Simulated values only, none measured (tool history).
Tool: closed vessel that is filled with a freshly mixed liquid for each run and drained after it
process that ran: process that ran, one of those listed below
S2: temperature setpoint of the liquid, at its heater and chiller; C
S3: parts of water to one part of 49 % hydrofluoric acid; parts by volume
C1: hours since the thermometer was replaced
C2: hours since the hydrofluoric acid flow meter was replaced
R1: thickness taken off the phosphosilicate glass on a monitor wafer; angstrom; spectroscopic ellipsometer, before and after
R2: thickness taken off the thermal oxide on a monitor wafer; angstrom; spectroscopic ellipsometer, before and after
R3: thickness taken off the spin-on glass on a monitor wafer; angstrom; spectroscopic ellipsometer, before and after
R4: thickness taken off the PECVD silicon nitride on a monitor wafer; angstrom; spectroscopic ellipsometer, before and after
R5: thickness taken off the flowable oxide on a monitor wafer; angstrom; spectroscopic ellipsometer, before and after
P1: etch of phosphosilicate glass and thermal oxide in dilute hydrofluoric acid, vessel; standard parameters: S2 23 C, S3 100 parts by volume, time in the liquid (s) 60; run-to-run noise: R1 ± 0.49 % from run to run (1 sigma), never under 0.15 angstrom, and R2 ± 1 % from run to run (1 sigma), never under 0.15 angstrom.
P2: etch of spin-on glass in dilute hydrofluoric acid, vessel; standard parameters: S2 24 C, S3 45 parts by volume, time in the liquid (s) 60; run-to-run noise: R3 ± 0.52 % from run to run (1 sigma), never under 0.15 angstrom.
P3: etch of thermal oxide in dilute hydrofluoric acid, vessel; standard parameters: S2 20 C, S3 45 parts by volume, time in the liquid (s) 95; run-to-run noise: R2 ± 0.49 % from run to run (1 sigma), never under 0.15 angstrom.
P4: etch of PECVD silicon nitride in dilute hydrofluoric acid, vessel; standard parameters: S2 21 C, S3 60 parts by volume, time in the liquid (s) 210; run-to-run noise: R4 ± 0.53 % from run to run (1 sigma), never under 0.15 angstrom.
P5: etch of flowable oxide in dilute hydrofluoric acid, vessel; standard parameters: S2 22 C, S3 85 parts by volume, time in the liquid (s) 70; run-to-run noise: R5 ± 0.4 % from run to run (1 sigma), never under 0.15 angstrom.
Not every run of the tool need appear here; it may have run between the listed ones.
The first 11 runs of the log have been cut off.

run 12 hour=123.7 | process_that_ran=P1 S2=23 S3=100 time_in_the_liquid_(s)=60 | C1=869.1 C2=896.8 | R1=829.17 R2=26.648
run 13 hour=132.2 | process_that_ran=P2 S2=24 S3=45 time_in_the_liquid_(s)=60 | C1=877.6 C2=905.3 | R3=461.87
run 14 hour=145 | process_that_ran=P1 S2=17 S3=100 time_in_the_liquid_(s)=60 | C1=890.4 C2=918.1 | R1=643.16 R2=20.007
run 15 hour=153.5 | process_that_ran=P3 S2=20 S3=45 time_in_the_liquid_(s)=95 | C1=898.9 C2=926.6 | R2=91.445
run 16 hour=162.1 | process_that_ran=P5 S2=22 S3=85 time_in_the_liquid_(s)=70 | C1=907.5 C2=935.2 | R5=240.61
run 17 hour=174.3 | process_that_ran=P5 S2=26.5 S3=85 time_in_the_liquid_(s)=70 | C1=919.7 C2=947.4 | R5=287.37
run 18 hour=180.4 | process_that_ran=P1 S2=23 S3=100 time_in_the_liquid_(s)=30 | C1=925.8 C2=953.5 | R1=412.55 R2=12.834
run 19 hour=193 | process_that_ran=P2 S2=24 S3=45 time_in_the_liquid_(s)=110 | C1=938.4 C2=966.1 | R3=842.45
run 20 hour=201.4 | process_that_ran=P1 S2=23 S3=165 time_in_the_liquid_(s)=95 | C1=946.8 C2=974.5 | R1=734.47 R2=23.087
run 21 hour=208.9 | process_that_ran=P3 S2=27 S3=45 time_in_the_liquid_(s)=95 | C1=954.3 C2=982 | R2=122.06
run 22 hour=215.8 | process_that_ran=P1 S2=23 S3=150 time_in_the_liquid_(s)=60 | C1=961.2 C2=988.9 | R1=515.24 R2=16.458
run 23 hour=228.7 | process_that_ran=P3 S2=20 S3=20 time_in_the_liquid_(s)=95 | C1=974.1 C2=1001.8 | R2=211.08
run 24 hour=240.3 | process_that_ran=P5 S2=22 S3=55 time_in_the_liquid_(s)=70 | C1=985.7 C2=1013.4 | R5=390.26
run 25 hour=246.9 | process_that_ran=P2 S2=24 S3=25 time_in_the_liquid_(s)=60 | C1=992.3 C2=1020 | R3=854.37
run 26 hour=252.8 | process_that_ran=P1 S2=23 S3=145 time_in_the_liquid_(s)=85 | C1=998.2 C2=1025.9 | R1=758.29 R2=24.337
run 27 hour=261.8 | process_that_ran=P5 S2=22 S3=85 time_in_the_liquid_(s)=70 | C1=1007.2 C2=1034.9 | R5=241.59
run 28 hour=270 | process_that_ran=P4 S2=21 S3=60 time_in_the_liquid_(s)=60 | C1=1015.4 C2=1043.1 | R4=29.663

What does the tool deliver on the next run?
run 29 hour=282.7 | process_that_ran=P3 S2=20 S3=45 time_in_the_liquid_(s)=30 | C1=1028.1 C2=1055.8 | R2=?

For run 29 the tool returned R2 29.169 angstrom.
